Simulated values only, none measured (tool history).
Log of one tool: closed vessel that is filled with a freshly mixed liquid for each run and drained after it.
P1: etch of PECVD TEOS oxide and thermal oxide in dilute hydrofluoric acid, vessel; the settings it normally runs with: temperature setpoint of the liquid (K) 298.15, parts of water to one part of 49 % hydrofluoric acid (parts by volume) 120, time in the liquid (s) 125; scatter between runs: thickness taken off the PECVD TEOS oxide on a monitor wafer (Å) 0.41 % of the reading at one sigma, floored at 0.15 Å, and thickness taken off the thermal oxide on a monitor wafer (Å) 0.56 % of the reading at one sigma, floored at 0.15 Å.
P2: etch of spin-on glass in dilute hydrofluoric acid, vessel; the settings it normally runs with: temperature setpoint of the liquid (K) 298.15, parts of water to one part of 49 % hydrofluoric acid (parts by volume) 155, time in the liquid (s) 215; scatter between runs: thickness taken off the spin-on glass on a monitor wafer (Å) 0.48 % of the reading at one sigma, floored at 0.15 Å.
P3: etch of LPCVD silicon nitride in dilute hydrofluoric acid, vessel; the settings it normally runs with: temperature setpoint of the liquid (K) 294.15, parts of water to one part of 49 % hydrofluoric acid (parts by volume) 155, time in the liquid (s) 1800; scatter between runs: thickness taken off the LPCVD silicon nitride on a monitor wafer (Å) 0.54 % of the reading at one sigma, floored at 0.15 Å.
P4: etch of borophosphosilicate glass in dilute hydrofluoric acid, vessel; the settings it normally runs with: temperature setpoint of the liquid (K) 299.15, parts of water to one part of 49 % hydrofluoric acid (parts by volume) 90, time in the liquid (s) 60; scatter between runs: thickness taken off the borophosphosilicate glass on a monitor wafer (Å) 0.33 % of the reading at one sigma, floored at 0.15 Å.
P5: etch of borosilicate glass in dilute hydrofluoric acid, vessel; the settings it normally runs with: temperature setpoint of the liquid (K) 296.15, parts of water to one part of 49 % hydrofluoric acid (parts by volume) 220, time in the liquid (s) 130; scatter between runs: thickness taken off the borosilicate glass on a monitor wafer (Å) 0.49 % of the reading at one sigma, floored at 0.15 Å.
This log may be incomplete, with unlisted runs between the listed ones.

run	hour	process that ran	temperature setpoint of the liquid (K)	parts of water to one part of 49 % hydrofluoric acid (parts by volume)	time in the liquid (s)	hours since the thermometer was replaced	hours since the hydrofluoric acid flow meter was replaced	thickness taken off the PECVD TEOS oxide on a monitor wafer (Å)	thickness taken off the thermal oxide on a monitor wafer (Å)	thickness taken off the borosilicate glass on a monitor wafer (Å)	thickness taken off the borophosphosilicate glass on a monitor wafer (Å)	thickness taken off the LPCVD silicon nitride on a monitor wafer (Å)	thickness taken off the spin-on glass on a monitor wafer (Å)
1	10.6	P1	298.15	120	125	249.7	383.9	119.19	48.856				
2	21.7	P1	293.15	120	125	260.8	395	97.943	40.134				
3	29.3	P5	290.15	220	130	268.4	402.6			127.4			
4	36.3	P5	296.15	220	130	275.4	409.6			160			
5	42.7	P1	298.15	120	125	281.8	416	119.43	48.761				
6	49.4	P4	299.15	90	115	288.5	422.7				568.85		
# hour 52.5: hydrofluoric acid flow meter replaced
7	57.4	P3	294.15	155	1800	296.5	4.9					51.88	
8	63	P1	298.15	120	125	302.1	10.5	119.07	49.009				
9	68.8	P1	305.65	120	125	307.9	16.3	156.91	65.187				
10	74.7	P1	298.15	60	125	313.8	22.2	257.16	106.98				
11	83.2	P2	291.15	155	215	322.3	30.7						323.95
12	93.6	P3	294.15	30	1800	332.7	41.1					253.92	
13	99.8	P4	294.65	90	60	338.9	47.3				248.38		
14	106.7	P3	294.15	155	2705	345.8	54.2					77.51	
15	113.1	P5	296.15	380	130	352.2	60.6			78.523			
16	119.1	P3	290.15	155	1800	358.2	66.6					39.633	
17	129.1	P1	298.15	120	125	368.2	76.6	119.01	48.912				
18	138.6	P1	291.65	120	30	377.7	86.1	22.194	9.334				
19	150.2	P4	299.15	90	60	389.3	97.7				297.91		
20	155.5	P3	294.15	155	1800	394.6	103					51.915	
21	163.3	P2	298.15	155	435	402.4	110.8						861.54
22	171.3	P1	298.15	120	125	410.4	118.8	119.51	49.062				
23	179.6	P1	294.65	45	125	418.7	127.1	303.7	124.25				
24	188.5	P2	298.15	155	215	427.6	136						424.53
25	195.9	P1	298.15	120	45	435	143.4	42.737	17.659				
26	207.2	P1	298.15	120	190	446.3	154.7	180.63	75.834				
27	215.2	P4	299.15	90	60	454.3	162.7				297.21		
28	223.2	P1	298.15	35	30	462.3	170.7	109.33	45.004				
29	231.7	P4	299.15	40	60	470.8	179.2				716.99		
30	236.9	P5	296.15	220	30	476	184.4			37.002			
31	247.6	P1	298.15	215	125	486.7	195.1	59.435	24.744				
32	254.5	P2	298.15	60	215	493.6	202						1229.1
33	262.9	P1	298.15	120	125	502	210.4	118.98	49.305				
34	270	P1	298.15	120	125	509.1	217.5	122.95	50.339				
35	279.1	P1	298.15	120	125	518.2	226.6	126.2	52.45				
36	290.5	P1	298.15	120	125	529.6	238	127.64	52.452				
37	300.3	P1	298.15	120	125	539.4	247.8	128.17	52.342				
38	305.4	P1	298.15	120	125	544.5	252.9	128.23	52.73				

Estimate the outcome of run 39 from the log above:
39	316.6	P1	298.15	120	125	555.7	264.1	?	?				

Run 39 came out at thickness taken off the PECVD TEOS oxide on a monitor wafer (Å) 129.57, thickness taken off the thermal oxide on a monitor wafer (Å) 53.577.
